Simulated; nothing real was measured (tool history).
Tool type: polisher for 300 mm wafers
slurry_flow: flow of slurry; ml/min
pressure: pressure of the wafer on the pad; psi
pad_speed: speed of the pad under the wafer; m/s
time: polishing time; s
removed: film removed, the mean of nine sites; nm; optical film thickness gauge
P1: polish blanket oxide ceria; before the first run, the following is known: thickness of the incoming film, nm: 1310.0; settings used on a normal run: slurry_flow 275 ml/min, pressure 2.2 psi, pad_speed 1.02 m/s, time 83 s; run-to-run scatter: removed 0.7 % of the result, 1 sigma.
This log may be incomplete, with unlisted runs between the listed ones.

run 1 hour=14.7 | slurry_flow=275 pressure=2.2 pad_speed=1.02 time=83 | removed=230.76
run 2 hour=25.4 | slurry_flow=395 pressure=2.8 pad_speed=1.02 time=83 | removed=301.43
run 3 hour=34.4 | slurry_flow=165 pressure=2.2 pad_speed=1.02 time=83 | removed=216.92
run 4 hour=42.3 | slurry_flow=275 pressure=2.2 pad_speed=1.02 time=83 | removed=231.21
run 5 hour=58.1 | slurry_flow=275 pressure=2.2 pad_speed=0.46 time=83 | removed=103.76
run 6 hour=74.1 | slurry_flow=275 pressure=2.2 pad_speed=1.02 time=120 | removed=332.79
run 7 hour=88.8 | slurry_flow=420 pressure=2.2 pad_speed=1.02 time=83 | removed=240.96
run 8 hour=98.0 | slurry_flow=275 pressure=1.0 pad_speed=1.02 time=83 | removed=105.99
run 9 hour=115.4 | slurry_flow=275 pressure=2.2 pad_speed=1.02 time=83 | removed=233.52
run 10 hour=126.1 | slurry_flow=275 pressure=2.2 pad_speed=1.02 time=83 | removed=231.81
run 11 hour=135.5 | slurry_flow=165 pressure=2.2 pad_speed=1.02 time=110 | removed=287.65
run 12 hour=144.2 | slurry_flow=275 pressure=2.2 pad_speed=1.02 time=83 | removed=228.91
run 13 hour=153.7 | slurry_flow=275 pressure=3.3 pad_speed=1.02 time=83 | removed=345.75
run 14 hour=163.7 | slurry_flow=275 pressure=2.2 pad_speed=1.02 time=58 | removed=162.29
run 15 hour=176.0 | slurry_flow=275 pressure=2.2 pad_speed=1.42 time=83 | removed=320.23
run 16 hour=189.8 | slurry_flow=275 pressure=2.2 pad_speed=1.02 time=83 | removed=233.19
run 17 hour=201.8 | slurry_flow=275 pressure=2.2 pad_speed=1.02 time=83 | removed=228.25
run 18 hour=213.4 | slurry_flow=275 pressure=2.2 pad_speed=1.02 time=83 | removed=226.84
run 19 hour=223.4 | slurry_flow=275 pressure=2.2 pad_speed=1.02 time=83 | removed=226.21
run 20 hour=232.8 | slurry_flow=275 pressure=2.2 pad_speed=1.02 time=83 | removed=223.44
run 21 hour=249.3 | slurry_flow=275 pressure=2.2 pad_speed=1.02 time=83 | removed=223.96
-- hour=252.0 head pressure recalibrated
run 22 hour=264.1 | slurry_flow=275 pressure=2.2 pad_speed=1.02 time=83 | removed=219.59
run 23 hour=279.7 | slurry_flow=275 pressure=2.2 pad_speed=1.02 time=83 | removed=221.64
run 24 hour=293.8 | slurry_flow=275 pressure=2.2 pad_speed=1.02 time=83 | removed=224.27
run 25 hour=311.1 | slurry_flow=275 pressure=2.2 pad_speed=1.02 time=83 | removed=219.61
run 26 hour=327.2 | slurry_flow=275 pressure=2.2 pad_speed=1.02 time=83 | removed=221.50

Something has made what P1 gives creep away from where it was; the 2 causes below, each at its own stated size, fit the log equally well:
A: slurry flow missing at the pad, % = 28
B: removal rate lost through wear of the pad, % = 3.7
The process output started creeping at around hour 189.8.
Ruled out, with reasons:
head's pressure below its setpoint, %: serviced after onset, at hour 252.0, with no recovery of the prior output

Consider the 4 check runs below, whose results appear as question marks and each of which averages 5 wafers. Which one distinguishes the causes, in that each cause would give it a clearly different result?
run check 1 hour=343.3 | slurry_flow=275 pressure=1.1 pad_speed=1.02 time=115 | removed=?
run check 2 hour=343.3 | slurry_flow=275 pressure=3.2 pad_speed=1.02 time=83 | removed=?
run check 3 hour=343.3 | slurry_flow=165 pressure=2.2 pad_speed=1.22 time=83 | removed=?
run check 4 hour=343.3 | slurry_flow=275 pressure=1.2 pad_speed=1.02 time=106 | removed=?

How each check would come out, cause by cause:
check=check_1 result=removed if_A=154.27 if_B=154.26
check=check_2 result=removed if_A=323.90 if_B=323.88
check=check_3 result=removed if_A=244.10 if_B=249.78
check=check_4 result=removed if_A=155.12 if_B=155.11
Gap, in per cent, between the two causes that each check separates least, read from the result that separates them most: check 1 0 %; check 2 0 %; check 3 2.3 %; check 4 0 %
Check 3 is the one run that separates the causes; every other check would come out nearly the same whichever cause is at work.

Check 3 has now been run. It gave: removed 249.66 nm. Which of the candidate causes is it?

The correct cause is B, namely: removal rate lost through wear of the pad, %.

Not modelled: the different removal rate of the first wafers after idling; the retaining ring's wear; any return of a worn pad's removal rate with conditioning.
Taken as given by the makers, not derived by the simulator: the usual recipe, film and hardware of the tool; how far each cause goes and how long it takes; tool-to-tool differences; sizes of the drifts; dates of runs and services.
